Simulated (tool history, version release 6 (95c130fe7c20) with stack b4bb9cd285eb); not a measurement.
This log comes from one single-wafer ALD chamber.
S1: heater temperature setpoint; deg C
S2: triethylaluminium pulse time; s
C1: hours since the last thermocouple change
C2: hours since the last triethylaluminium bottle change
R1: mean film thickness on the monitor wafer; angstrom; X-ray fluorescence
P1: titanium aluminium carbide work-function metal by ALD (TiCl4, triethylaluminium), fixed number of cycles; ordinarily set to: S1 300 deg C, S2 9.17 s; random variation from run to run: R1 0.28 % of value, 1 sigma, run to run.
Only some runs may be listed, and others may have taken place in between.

Run 1, hour 3.4: S1 300 deg C, S2 9.17 s; C1 1242.2; C2 665.7. Result: R1 19.562 angstrom.
Run 2, hour 6: S1 300 deg C, S2 9.17 s; C1 1244.8; C2 668.3. Result: R1 19.59 angstrom.
Run 3, hour 9.7: S1 324 deg C, S2 9.17 s; C1 1248.5; C2 672. Result: R1 21.713 angstrom.
Run 4, hour 12: S1 300 deg C, S2 12.15 s; C1 1250.8; C2 674.3. Result: R1 20.102 angstrom.
Run 5, hour 16.3: S1 300 deg C, S2 9.17 s; C1 1255.1; C2 678.6. Result: R1 19.554 angstrom.
Run 6, hour 19.1: S1 314 deg C, S2 14.83 s; C1 1257.9; C2 681.4. Result: R1 21.545 angstrom.
Run 7, hour 21.9: S1 313 deg C, S2 13.77 s; C1 1260.7; C2 684.2. Result: R1 21.436 angstrom.
Run 8, hour 26.2: S1 278 deg C, S2 9.17 s; C1 1265; C2 688.5. Result: R1 17.677 angstrom.
At hour 30.3: triethylaluminium bottle replaced.
Run 9, hour 30.6: S1 300 deg C, S2 9.17 s; C1 1269.4; C2 0.3. Result: R1 19.604 angstrom.
Run 10, hour 34.9: S1 300 deg C, S2 9.17 s; C1 1273.7; C2 4.6. Result: R1 19.474 angstrom.
Run 11, hour 36.9: S1 312 deg C, S2 11.7 s; C1 1275.7; C2 6.6. Result: R1 21.055 angstrom.
Run 12, hour 41.1: S1 300 deg C, S2 9.17 s; C1 1279.9; C2 10.8. Result: R1 19.575 angstrom.
Run 13, hour 45.6: S1 300 deg C, S2 4.71 s; C1 1284.4; C2 15.3. Result: R1 16.362 angstrom.

Forecast run 14:
Run 14, hour 50: S1 300 deg C, S2 9.17 s; C1 1288.8; C2 19.7. Result: R1 ?.

{"run 14": {"R1": 19.585}}
